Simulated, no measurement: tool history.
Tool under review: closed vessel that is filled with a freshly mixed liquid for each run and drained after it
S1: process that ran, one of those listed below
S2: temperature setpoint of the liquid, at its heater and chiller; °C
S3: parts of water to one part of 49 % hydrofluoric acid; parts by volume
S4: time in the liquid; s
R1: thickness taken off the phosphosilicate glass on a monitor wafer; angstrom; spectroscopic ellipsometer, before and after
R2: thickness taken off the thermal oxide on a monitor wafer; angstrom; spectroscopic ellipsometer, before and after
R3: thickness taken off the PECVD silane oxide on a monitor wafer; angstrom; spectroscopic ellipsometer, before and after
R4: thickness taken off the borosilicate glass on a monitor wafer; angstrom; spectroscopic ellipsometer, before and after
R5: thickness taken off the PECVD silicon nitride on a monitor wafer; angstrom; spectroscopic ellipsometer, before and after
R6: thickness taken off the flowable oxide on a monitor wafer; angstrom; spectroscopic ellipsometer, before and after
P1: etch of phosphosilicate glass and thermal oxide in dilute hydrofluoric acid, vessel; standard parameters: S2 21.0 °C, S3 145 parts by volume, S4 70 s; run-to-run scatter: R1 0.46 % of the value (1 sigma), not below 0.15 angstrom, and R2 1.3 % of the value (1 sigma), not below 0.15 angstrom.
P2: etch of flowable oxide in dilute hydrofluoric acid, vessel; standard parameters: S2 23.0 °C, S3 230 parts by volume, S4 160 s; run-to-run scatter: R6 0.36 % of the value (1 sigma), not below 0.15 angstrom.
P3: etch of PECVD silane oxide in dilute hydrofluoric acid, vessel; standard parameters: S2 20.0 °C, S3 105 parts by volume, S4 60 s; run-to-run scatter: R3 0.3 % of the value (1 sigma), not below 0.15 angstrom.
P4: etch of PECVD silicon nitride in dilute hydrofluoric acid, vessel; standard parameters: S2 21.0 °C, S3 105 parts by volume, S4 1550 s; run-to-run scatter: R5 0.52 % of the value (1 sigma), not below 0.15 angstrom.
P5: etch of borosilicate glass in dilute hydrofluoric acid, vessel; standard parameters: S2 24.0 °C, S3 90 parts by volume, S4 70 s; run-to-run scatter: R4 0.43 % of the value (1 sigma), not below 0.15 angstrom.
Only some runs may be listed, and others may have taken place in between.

{"run": 1, "hour": 4.2, "S1": "P1", "S2": 21.0, "S3": 145, "S4": 70, "R1": 515.8, "R2": 19.218}
{"run": 2, "hour": 9.4, "S1": "P1", "S2": 21.0, "S3": 145, "S4": 70, "R1": 513.08, "R2": 18.86}
{"run": 3, "hour": 14.6, "S1": "P3", "S2": 20.0, "S3": 105, "S4": 60, "R3": 241.94}
{"run": 4, "hour": 19.9, "S1": "P3", "S2": 17.0, "S3": 105, "S4": 60, "R3": 213.64}
{"run": 5, "hour": 22.6, "S1": "P5", "S2": 24.0, "S3": 90, "S4": 30, "R4": 136.34}
{"run": 6, "hour": 27.5, "S1": "P1", "S2": 25.5, "S3": 145, "S4": 70, "R1": 616.77, "R2": 22.018}
{"run": 7, "hour": 31.0, "S1": "P1", "S2": 21.0, "S3": 145, "S4": 105, "R1": 777.04, "R2": 28.287}
{"run": 8, "hour": 34.4, "S1": "P4", "S2": 17.0, "S3": 105, "S4": 1550, "R5": 175.52}
{"run": 9, "hour": 39.1, "S1": "P5", "S2": 24.0, "S3": 90, "S4": 70, "R4": 320.18}
{"run": 10, "hour": 44.5, "S1": "P1", "S2": 21.0, "S3": 145, "S4": 30, "R1": 222.06, "R2": 8.108}
{"run": 11, "hour": 48.6, "S1": "P4", "S2": 21.0, "S3": 105, "S4": 1550, "R5": 230.27}
{"run": 12, "hour": 53.6, "S1": "P5", "S2": 20.0, "S3": 90, "S4": 70, "R4": 269.08}
{"run": 13, "hour": 58.6, "S1": "P4", "S2": 21.0, "S3": 105, "S4": 95, "R5": 14.308}
{"run": 14, "hour": 64.0, "S1": "P1", "S2": 21.0, "S3": 200, "S4": 70, "R1": 353.43, "R2": 13.01}
{"run": 15, "hour": 68.6, "S1": "P4", "S2": 21.0, "S3": 40, "S4": 1550, "R5": 588.41}
{"run": 16, "hour": 71.0, "S1": "P1", "S2": 26.0, "S3": 145, "S4": 35, "R1": 315.71, "R2": 11.875}
{"run": 17, "hour": 74.7, "S1": "P3", "S2": 20.0, "S3": 105, "S4": 60, "R3": 242.75}
{"run": 18, "hour": 77.7, "S1": "P1", "S2": 21.0, "S3": 145, "S4": 70, "R1": 514.99, "R2": 19.354}
{"run": 19, "hour": 80.5, "S1": "P1", "S2": 21.0, "S3": 35, "S4": 70, "R1": 2429.2, "R2": 88.22}
{"run": 20, "hour": 83.9, "S1": "P2", "S2": 23.0, "S3": 230, "S4": 160, "R6": 229.49}
{"run": 21, "hour": 87.9, "S1": "P1", "S2": 17.0, "S3": 145, "S4": 70, "R1": 441.03, "R2": 16.563}
{"run": 22, "hour": 93.0, "S1": "P3", "S2": 20.0, "S3": 180, "S4": 60, "R3": 130.98}
{"run": 23, "hour": 96.9, "S1": "P5", "S2": 24.0, "S3": 135, "S4": 70, "R4": 200.51}
{"run": 24, "hour": 100.0, "S1": "P1", "S2": 21.0, "S3": 95, "S4": 30, "R1": 355.3, "R2": 12.938}
{"run": 25, "hour": 103.7, "S1": "P3", "S2": 20.0, "S3": 105, "S4": 95, "R3": 386.97}
{"hour": 104.2, "done": "thermometer replaced"}
{"run": 26, "hour": 107.5, "S1": "P2", "S2": 23.0, "S3": 230, "S4": 70, "R6": 100.48}
{"run": 27, "hour": 111.8, "S1": "P1", "S2": 21.0, "S3": 145, "S4": 70, "R1": 513.9, "R2": 19.131}
{"run": 28, "hour": 116.2, "S1": "P2", "S2": 17.0, "S3": 230, "S4": 160, "R6": 182.3}
{"run": 29, "hour": 120.6, "S1": "P2", "S2": 23.0, "S3": 230, "S4": 160, "R6": 231.17}
{"run": 30, "hour": 125.8, "S1": "P2", "S2": 23.0, "S3": 65, "S4": 160, "R6": 978.95}
{"run": 31, "hour": 129.0, "S1": "P4", "S2": 21.0, "S3": 105, "S4": 1550, "R5": 230.98}
{"run": 32, "hour": 133.5, "S1": "P1", "S2": 21.0, "S3": 145, "S4": 70, "R1": 514.34, "R2": 19.167}

Predict the results of run 33:
{"run": 33, "hour": 137.7, "S1": "P1", "S2": 21.0, "S3": 145, "S4": 70, "R1": "?", "R2": "?"}

R1: 492.43 angstrom
R2: 18.411 angstrom

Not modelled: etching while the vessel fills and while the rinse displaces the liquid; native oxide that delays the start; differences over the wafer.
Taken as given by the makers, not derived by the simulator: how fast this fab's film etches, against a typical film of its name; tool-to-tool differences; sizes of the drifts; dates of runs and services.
